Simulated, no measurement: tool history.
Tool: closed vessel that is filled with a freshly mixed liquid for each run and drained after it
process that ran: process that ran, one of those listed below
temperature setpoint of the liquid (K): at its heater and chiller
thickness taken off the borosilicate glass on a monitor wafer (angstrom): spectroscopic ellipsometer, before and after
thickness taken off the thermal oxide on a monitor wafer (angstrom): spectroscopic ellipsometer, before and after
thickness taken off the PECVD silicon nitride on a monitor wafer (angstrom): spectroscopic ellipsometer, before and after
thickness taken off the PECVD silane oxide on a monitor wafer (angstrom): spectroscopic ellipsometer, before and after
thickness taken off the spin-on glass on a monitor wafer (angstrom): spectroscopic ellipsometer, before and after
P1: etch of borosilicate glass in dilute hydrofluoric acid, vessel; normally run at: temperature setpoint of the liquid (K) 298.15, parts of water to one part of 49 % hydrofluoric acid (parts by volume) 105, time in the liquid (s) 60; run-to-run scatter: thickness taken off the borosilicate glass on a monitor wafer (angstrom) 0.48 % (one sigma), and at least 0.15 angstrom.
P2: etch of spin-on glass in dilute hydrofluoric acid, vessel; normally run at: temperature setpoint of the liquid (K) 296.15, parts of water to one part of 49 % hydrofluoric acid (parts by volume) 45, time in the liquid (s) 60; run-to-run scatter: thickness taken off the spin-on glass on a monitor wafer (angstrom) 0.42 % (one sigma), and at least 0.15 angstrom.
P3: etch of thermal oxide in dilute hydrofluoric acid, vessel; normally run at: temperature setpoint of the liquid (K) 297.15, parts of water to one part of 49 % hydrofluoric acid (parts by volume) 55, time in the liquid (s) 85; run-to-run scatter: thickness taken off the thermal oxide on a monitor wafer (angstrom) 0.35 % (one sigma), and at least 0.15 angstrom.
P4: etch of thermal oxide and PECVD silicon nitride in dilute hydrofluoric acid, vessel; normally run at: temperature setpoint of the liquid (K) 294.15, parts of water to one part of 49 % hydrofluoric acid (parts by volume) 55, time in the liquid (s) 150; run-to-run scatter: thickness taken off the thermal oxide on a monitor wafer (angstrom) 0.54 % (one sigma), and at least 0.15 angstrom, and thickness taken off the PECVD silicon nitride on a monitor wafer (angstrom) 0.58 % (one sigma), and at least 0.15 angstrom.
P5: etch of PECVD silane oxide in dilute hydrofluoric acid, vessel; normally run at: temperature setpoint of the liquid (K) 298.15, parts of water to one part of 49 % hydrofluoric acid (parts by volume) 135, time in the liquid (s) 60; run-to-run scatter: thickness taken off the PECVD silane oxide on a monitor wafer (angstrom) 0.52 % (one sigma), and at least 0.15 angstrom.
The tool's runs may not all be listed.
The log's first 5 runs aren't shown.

| run | hour | process that ran | temperature setpoint of the liquid (K) | parts of water to one part of 49 % hydrofluoric acid (parts by volume) | time in the liquid (s) | hours since the thermometer was replaced | hours since the hydrofluoric acid flow meter was replaced | thickness taken off the borosilicate glass on a monitor wafer (angstrom) | thickness taken off the thermal oxide on a monitor wafer (angstrom) | thickness taken off the PECVD silicon nitride on a monitor wafer (angstrom) | thickness taken off the PECVD silane oxide on a monitor wafer (angstrom) | thickness taken off the spin-on glass on a monitor wafer (angstrom) |
|---|---|---|---|---|---|---|---|---|---|---|---|---|
| 6 | 36.4 | P3 | 293.15 | 55 | 85 | 660.6 | 12.9 |  | 63.736 |  |  |  |
| 7 | 40.1 | P1 | 298.15 | 105 | 60 | 664.3 | 16.6 | 228.86 |  |  |  |  |
| 8 | 46.9 | P1 | 302.65 | 105 | 60 | 671.1 | 23.4 | 272.58 |  |  |  |  |
| 9 | 50.9 | P2 | 296.15 | 45 | 60 | 675.1 | 27.4 |  |  |  |  | 513.34 |
| 10 | 58.1 | P1 | 298.15 | 105 | 60 | 682.3 | 34.6 | 231.86 |  |  |  |  |
| 11 | 65.3 | P3 | 297.15 | 55 | 160 | 689.5 | 41.8 |  | 141.500 |  |  |  |
| 12 | 71.1 | P5 | 298.15 | 135 | 60 | 695.3 | 47.6 |  |  |  | 159.110 |  |
| 13 | 76.6 | P3 | 297.15 | 55 | 85 | 700.8 | 53.1 |  | 74.795 |  |  |  |
| 14 | 80.9 | P1 | 298.15 | 105 | 60 | 705.1 | 57.4 | 229.95 |  |  |  |  |
| 15 | 88.1 | P1 | 298.15 | 140 | 60 | 712.3 | 64.6 | 164.89 |  |  |  |  |
| 16 | 93.8 | P5 | 298.15 | 135 | 30 | 718.0 | 70.3 |  |  |  | 80.365 |  |
| 17 | 98.2 | P1 | 298.15 | 105 | 115 | 722.4 | 74.7 | 440.57 |  |  |  |  |
| 18 | 102.1 | P2 | 292.65 | 45 | 60 | 726.3 | 78.6 |  |  |  |  | 441.66 |

The next listed run, before its measurement:
| 19 | 109.8 | P4 | 294.15 | 55 | 150 | 734.0 | 86.3 |  | ? | ? |  |  |

thickness taken off the thermal oxide on a monitor wafer (angstrom): 118.100
thickness taken off the PECVD silicon nitride on a monitor wafer (angstrom): 41.295

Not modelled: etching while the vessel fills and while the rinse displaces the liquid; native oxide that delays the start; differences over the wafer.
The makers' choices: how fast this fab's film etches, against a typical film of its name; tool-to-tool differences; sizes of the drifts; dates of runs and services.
